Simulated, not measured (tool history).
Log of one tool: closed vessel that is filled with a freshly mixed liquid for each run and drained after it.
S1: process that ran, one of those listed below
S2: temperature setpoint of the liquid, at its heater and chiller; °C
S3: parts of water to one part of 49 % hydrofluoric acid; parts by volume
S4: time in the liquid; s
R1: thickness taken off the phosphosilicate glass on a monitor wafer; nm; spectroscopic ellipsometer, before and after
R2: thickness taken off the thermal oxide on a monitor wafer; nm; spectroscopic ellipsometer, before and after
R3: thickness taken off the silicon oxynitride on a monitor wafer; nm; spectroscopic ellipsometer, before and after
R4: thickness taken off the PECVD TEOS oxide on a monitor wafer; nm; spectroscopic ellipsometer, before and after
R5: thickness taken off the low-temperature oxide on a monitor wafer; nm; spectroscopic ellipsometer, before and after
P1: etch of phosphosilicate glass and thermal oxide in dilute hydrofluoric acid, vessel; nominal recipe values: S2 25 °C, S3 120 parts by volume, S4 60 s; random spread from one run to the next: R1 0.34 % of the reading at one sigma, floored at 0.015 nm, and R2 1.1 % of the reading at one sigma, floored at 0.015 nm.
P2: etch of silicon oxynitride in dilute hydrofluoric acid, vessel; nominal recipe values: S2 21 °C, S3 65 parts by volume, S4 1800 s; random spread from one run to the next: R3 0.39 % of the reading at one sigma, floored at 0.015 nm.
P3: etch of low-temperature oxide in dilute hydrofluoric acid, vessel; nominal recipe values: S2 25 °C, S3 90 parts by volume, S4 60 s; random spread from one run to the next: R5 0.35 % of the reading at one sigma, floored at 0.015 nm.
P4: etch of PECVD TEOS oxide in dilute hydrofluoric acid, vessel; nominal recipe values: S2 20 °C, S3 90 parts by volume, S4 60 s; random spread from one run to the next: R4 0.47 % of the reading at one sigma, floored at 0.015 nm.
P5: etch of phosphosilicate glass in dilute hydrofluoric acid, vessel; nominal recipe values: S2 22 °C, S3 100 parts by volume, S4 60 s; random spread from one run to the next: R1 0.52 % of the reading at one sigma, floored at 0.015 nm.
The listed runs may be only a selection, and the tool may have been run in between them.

run	hour	S1	S2	S3	S4	R1	R2	R3	R4	R5
1	4.5	P1	25	120	60	44.175	2.5647			
2	8.8	P1	18	120	60	33.642	1.9045			
3	14.4	P2	17	65	1800			40.048		
4	20.5	P2	21	65	1800			49.166		
5	26.8	P4	20	90	60				14.716	
6	32.8	P2	21	110	1800			27.944		
7	37.8	P3	28.5	90	60					28.024
8	42.7	P5	17	100	60	27.492				
9	45.5	P5	22	30	60	122.87				
10	49	P1	25	120	60	44.407	2.5035			
11	53.2	P4	20	25	60				56.825	
12	57.1	P3	25	90	60					24.48
13	59.9	P3	25	90	95					38.797
14	63.4	P2	21	65	30			0.83467		
15	69.2	P3	25	140	60					14.797
16	72.3	P1	20	120	35	21.247	1.2094			
17	78	P2	21	65	1800			49.04		
18	81.1	P1	21.5	120	95	61.237	3.4432			
19	84.3	P4	17	90	60				13.044	
20	90.4	P5	22	100	105	59.47				
21	96.5	P5	22	100	60	34.058				
22	102.7	P1	25	25	60	242.13	13.76			
23	105.6	P4	20	90	85				20.901	
24	111.7	P1	25	120	105	77.659	4.3678			
25	115.1	P1	33	120	60	59.922	3.3752			
26	119.4	P1	25	165	60	30.605	1.7817			
27	123.3	P3	25	90	60					24.603
28	128.5	P1	25	120	30	22.159	1.2459			
29	131.8	P1	25	120	60	44.61	2.534			
30	137.3	P1	25	120	60	44.513	2.509			
31	142.3	P1	25	120	60	44.422	2.5469			
32	146.1	P1	25	120	60	45.885	2.5787			
33	150.6	P1	25	120	60	47.254	2.6466			
34	155.7	P1	25	120	60	48.045	2.63			
35	160.1	P1	25	120	60	48.112	2.6952			
36	163.7	P1	25	120	60	48.399	2.7708			
37	166.5	P1	25	120	60	48.25	2.7221			
38	171	P1	25	120	60	48.485	2.7291			
39	174	P1	25	120	60	48.512	2.6974			
40	178	P1	25	120	60	48.661	2.7718			

What P1 gives has crept away from where it was. These 2 causes fit the log equally well, each at the size given:
A: hydrofluoric acid flow above the setpoint (%) = 8.3
B: liquid hotter than its thermometer reads (K) = 2.38
The onset of the drift is placed at about hour 142.3.

Of the 4 check runs listed below, each run on one wafer and each result written as a question mark, which would let you distinguish the listed causes because they would give clearly different results?
check 1	182	P4	20	90	60				?	
check 2	182	P2	21	65	1800			?		
check 3	182	P3	25	90	60					?
check 4	182	P5	22	100	60	?				

Expected result of each check under each candidate cause:
check	result	if A	if B
check 1	R4	16.086	16.243
check 2	R3	53.382	55.184
check 3	R5	26.805	26.926
check 4	R1	36.867	37.098
Distance between the nearest two causes, measured in the result of the check that separates them most: check 1 0.97 %; check 2 3.32 %; check 3 0.45 %; check 4 0.63 %
Only check 2 tells the causes apart: in the others they would give nearly the same result.

Running check 2 produced the following: R3 53.631 nm. Which one of the listed causes fits?

A is the cause: hydrofluoric acid flow above the setpoint (%).
